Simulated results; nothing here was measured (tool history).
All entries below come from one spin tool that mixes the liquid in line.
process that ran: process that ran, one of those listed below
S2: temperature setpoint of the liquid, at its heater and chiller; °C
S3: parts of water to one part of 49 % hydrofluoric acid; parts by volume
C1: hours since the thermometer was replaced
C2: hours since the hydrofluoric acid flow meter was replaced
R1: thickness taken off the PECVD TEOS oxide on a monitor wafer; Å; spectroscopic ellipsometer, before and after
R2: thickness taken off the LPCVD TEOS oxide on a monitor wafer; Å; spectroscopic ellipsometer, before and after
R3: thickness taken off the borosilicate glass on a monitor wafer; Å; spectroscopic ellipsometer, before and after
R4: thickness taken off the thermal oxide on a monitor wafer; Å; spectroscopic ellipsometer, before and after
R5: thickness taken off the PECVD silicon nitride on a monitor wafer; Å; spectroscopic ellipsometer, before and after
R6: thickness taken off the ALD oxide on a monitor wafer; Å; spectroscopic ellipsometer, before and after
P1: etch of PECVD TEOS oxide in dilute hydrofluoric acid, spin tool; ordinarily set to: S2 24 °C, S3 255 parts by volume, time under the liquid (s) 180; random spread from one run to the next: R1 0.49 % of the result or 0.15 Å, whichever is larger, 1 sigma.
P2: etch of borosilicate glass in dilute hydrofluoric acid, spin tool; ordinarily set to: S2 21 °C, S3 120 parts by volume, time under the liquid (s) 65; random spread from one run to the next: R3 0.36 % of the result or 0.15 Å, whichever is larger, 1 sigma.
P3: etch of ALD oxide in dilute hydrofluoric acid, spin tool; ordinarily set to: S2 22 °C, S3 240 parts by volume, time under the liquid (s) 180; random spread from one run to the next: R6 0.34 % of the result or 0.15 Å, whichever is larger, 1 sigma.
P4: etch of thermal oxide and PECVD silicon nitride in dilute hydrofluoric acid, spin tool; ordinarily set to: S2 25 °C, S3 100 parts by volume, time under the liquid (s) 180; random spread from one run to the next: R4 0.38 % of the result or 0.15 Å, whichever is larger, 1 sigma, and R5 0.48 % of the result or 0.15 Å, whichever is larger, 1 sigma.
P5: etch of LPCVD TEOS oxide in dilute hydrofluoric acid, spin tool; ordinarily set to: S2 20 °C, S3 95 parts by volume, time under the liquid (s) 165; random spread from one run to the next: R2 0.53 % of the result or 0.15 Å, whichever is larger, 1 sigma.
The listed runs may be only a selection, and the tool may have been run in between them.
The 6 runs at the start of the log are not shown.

Run 7, hour 83.2: process that ran P4, S2 25 °C, S3 155 parts by volume, time under the liquid (s) 180; C1 766.5; C2 797.1. Result: R4 51.744 Å, R5 56.721 Å.
Run 8, hour 93.7: process that ran P5, S2 20 °C, S3 145 parts by volume, time under the liquid (s) 165; C1 777; C2 807.6. Result: R2 212.22 Å.
Run 9, hour 102.4: process that ran P1, S2 24 °C, S3 115 parts by volume, time under the liquid (s) 180; C1 785.7; C2 816.3. Result: R1 130.6 Å.
Run 10, hour 116.9: process that ran P1, S2 24 °C, S3 255 parts by volume, time under the liquid (s) 180; C1 800.2; C2 830.8. Result: R1 50.401 Å.
Run 11, hour 125.6: process that ran P1, S2 24 °C, S3 255 parts by volume, time under the liquid (s) 20; C1 808.9; C2 839.5. Result: R1 5.7121 Å.
Run 12, hour 135.9: process that ran P4, S2 25 °C, S3 100 parts by volume, time under the liquid (s) 180; C1 819.2; C2 849.8. Result: R4 85.754 Å, R5 88.68 Å.
Run 13, hour 144.5: process that ran P1, S2 24 °C, S3 255 parts by volume, time under the liquid (s) 180; C1 827.8; C2 858.4. Result: R1 50.508 Å.
Run 14, hour 161.7: process that ran P1, S2 27.5 °C, S3 410 parts by volume, time under the liquid (s) 180; C1 845; C2 875.6. Result: R1 30.456 Å.
Run 15, hour 176.7: process that ran P5, S2 20 °C, S3 95 parts by volume, time under the liquid (s) 280; C1 860; C2 890.6. Result: R2 575.55 Å.
Run 16, hour 193.6: process that ran P2, S2 21 °C, S3 175 parts by volume, time under the liquid (s) 65; C1 876.9; C2 907.5. Result: R3 125.15 Å.
Run 17, hour 210.6: process that ran P1, S2 24 °C, S3 255 parts by volume, time under the liquid (s) 180; C1 893.9; C2 924.5. Result: R1 50.155 Å.
Run 18, hour 221.1: process that ran P3, S2 22 °C, S3 240 parts by volume, time under the liquid (s) 30; C1 904.4; C2 935. Result: R6 11.124 Å.
Run 19, hour 231: process that ran P3, S2 22 °C, S3 430 parts by volume, time under the liquid (s) 180; C1 914.3; C2 944.9. Result: R6 31.615 Å.
Run 20, hour 244.1: process that ran P1, S2 24 °C, S3 255 parts by volume, time under the liquid (s) 365; C1 927.4; C2 958. Result: R1 102.89 Å.
Run 21, hour 259.5: process that ran P2, S2 21 °C, S3 120 parts by volume, time under the liquid (s) 65; C1 942.8; C2 973.4. Result: R3 193.44 Å.
Run 22, hour 273.5: process that ran P1, S2 24 °C, S3 255 parts by volume, time under the liquid (s) 180; C1 956.8; C2 987.4. Result: R1 50.642 Å.
Run 23, hour 282.6: process that ran P1, S2 24 °C, S3 255 parts by volume, time under the liquid (s) 180; C1 965.9; C2 996.5. Result: R1 50.054 Å.
Run 24, hour 299.8: process that ran P3, S2 22 °C, S3 240 parts by volume, time under the liquid (s) 180; C1 983.1; C2 1013.7. Result: R6 68.606 Å.
Run 25, hour 316.7: process that ran P3, S2 17 °C, S3 240 parts by volume, time under the liquid (s) 180; C1 1000; C2 1030.6. Result: R6 56.307 Å.

Run 26 is up next; what results do you expect?
Run 26, hour 328.5: process that ran P4, S2 19 °C, S3 100 parts by volume, time under the liquid (s) 180; C1 1011.8; C2 1042.4. Result: R4 ?, R5 ?.

{"run 26": {"R4": 67.039, "R5": 59.267}}

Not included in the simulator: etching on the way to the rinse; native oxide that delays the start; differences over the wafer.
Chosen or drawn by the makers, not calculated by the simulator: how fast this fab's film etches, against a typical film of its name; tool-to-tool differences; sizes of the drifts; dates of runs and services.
